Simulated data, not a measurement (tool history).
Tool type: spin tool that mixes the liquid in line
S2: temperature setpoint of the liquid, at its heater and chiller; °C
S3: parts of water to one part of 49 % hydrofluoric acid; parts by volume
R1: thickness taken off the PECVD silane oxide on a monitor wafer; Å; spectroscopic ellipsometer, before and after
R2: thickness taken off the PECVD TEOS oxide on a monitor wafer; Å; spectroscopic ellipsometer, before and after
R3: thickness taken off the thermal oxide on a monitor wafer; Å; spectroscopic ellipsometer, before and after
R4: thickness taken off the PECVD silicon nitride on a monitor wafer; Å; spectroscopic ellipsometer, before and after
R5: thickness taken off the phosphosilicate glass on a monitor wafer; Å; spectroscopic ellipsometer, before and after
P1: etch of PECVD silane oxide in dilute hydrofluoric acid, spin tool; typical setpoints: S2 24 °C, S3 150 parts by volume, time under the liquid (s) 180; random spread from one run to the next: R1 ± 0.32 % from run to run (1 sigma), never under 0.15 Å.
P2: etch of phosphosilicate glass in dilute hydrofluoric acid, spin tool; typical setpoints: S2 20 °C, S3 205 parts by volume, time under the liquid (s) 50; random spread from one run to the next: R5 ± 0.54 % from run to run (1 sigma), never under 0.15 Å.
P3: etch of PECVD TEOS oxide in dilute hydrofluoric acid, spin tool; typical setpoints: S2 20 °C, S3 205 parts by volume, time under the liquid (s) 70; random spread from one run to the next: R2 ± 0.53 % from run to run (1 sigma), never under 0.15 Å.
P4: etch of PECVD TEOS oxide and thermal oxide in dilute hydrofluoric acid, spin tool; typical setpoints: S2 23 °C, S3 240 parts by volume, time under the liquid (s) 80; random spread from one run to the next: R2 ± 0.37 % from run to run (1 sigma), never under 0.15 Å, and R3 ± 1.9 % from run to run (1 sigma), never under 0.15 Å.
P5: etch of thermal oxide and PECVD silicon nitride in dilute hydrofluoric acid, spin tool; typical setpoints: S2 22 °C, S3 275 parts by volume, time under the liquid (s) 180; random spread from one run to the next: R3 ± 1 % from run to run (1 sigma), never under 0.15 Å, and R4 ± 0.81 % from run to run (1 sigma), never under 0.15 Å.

{"run": 1, "hour": 10.0, "process that ran": "P1", "S2": 24, "S3": 150, "time under the liquid (s)": 180, "R1": 228.45}
{"run": 2, "hour": 17.3, "process that ran": "P1", "S2": 19, "S3": 150, "time under the liquid (s)": 180, "R1": 188.39}
{"run": 3, "hour": 24.3, "process that ran": "P4", "S2": 31.5, "S3": 240, "time under the liquid (s)": 80, "R2": 97.02, "R3": 18.26}
{"run": 4, "hour": 35.0, "process that ran": "P5", "S2": 22, "S3": 480, "time under the liquid (s)": 180, "R3": 11.442, "R4": 19.361}
{"run": 5, "hour": 50.1, "process that ran": "P5", "S2": 22, "S3": 275, "time under the liquid (s)": 180, "R3": 23.852, "R4": 34.097}
{"run": 6, "hour": 64.7, "process that ran": "P2", "S2": 20, "S3": 205, "time under the liquid (s)": 50, "R5": 109.37}
{"run": 7, "hour": 76.1, "process that ran": "P1", "S2": 24, "S3": 235, "time under the liquid (s)": 180, "R1": 133.5}
{"run": 8, "hour": 83.4, "process that ran": "P1", "S2": 24, "S3": 150, "time under the liquid (s)": 180, "R1": 228.86}
{"run": 9, "hour": 93.2, "process that ran": "P1", "S2": 27.5, "S3": 150, "time under the liquid (s)": 75, "R1": 109.51}
{"run": 10, "hour": 102.6, "process that ran": "P3", "S2": 20, "S3": 205, "time under the liquid (s)": 70, "R2": 74.009}
{"run": 11, "hour": 114.3, "process that ran": "P1", "S2": 24, "S3": 150, "time under the liquid (s)": 335, "R1": 427.01}
{"run": 12, "hour": 125.2, "process that ran": "P4", "S2": 23, "S3": 240, "time under the liquid (s)": 80, "R2": 72.963, "R3": 13.858}
{"run": 13, "hour": 133.2, "process that ran": "P1", "S2": 24, "S3": 150, "time under the liquid (s)": 180, "R1": 230.4}
{"run": 14, "hour": 148.6, "process that ran": "P5", "S2": 22, "S3": 275, "time under the liquid (s)": 45, "R3": 6.1364, "R4": 8.5781}
{"run": 15, "hour": 160.0, "process that ran": "P1", "S2": 24, "S3": 150, "time under the liquid (s)": 180, "R1": 230.78}
{"run": 16, "hour": 169.7, "process that ran": "P2", "S2": 17, "S3": 205, "time under the liquid (s)": 50, "R5": 97.393}
{"run": 17, "hour": 180.4, "process that ran": "P4", "S2": 23, "S3": 240, "time under the liquid (s)": 15, "R2": 13.707, "R3": 2.6608}
{"run": 18, "hour": 190.9, "process that ran": "P5", "S2": 29.5, "S3": 275, "time under the liquid (s)": 180, "R3": 30.911, "R4": 53.442}
{"run": 19, "hour": 198.5, "process that ran": "P4", "S2": 23, "S3": 50, "time under the liquid (s)": 80, "R2": 428.2, "R3": 81.363}
{"run": 20, "hour": 213.4, "process that ran": "P1", "S2": 24, "S3": 40, "time under the liquid (s)": 95, "R1": 520.81}
{"run": 21, "hour": 228.7, "process that ran": "P2", "S2": 20, "S3": 290, "time under the liquid (s)": 50, "R5": 70.704}
{"run": 22, "hour": 242.3, "process that ran": "P5", "S2": 22, "S3": 275, "time under the liquid (s)": 180, "R3": 23.83, "R4": 33.517}
{"run": 23, "hour": 255.8, "process that ran": "P3", "S2": 20, "S3": 90, "time under the liquid (s)": 70, "R2": 188.89}
{"run": 24, "hour": 263.5, "process that ran": "P3", "S2": 25, "S3": 205, "time under the liquid (s)": 70, "R2": 89.61}
{"run": 25, "hour": 271.9, "process that ran": "P1", "S2": 31, "S3": 150, "time under the liquid (s)": 180, "R1": 297.01}
{"run": 26, "hour": 282.0, "process that ran": "P1", "S2": 24, "S3": 150, "time under the liquid (s)": 25, "R1": 32.006}

Run 27 comes next. What will it give?
{"run": 27, "hour": 296.5, "process that ran": "P3", "S2": 20, "S3": 205, "time under the liquid (s)": 115, "R2": "?"}

R2: 121.9 Å
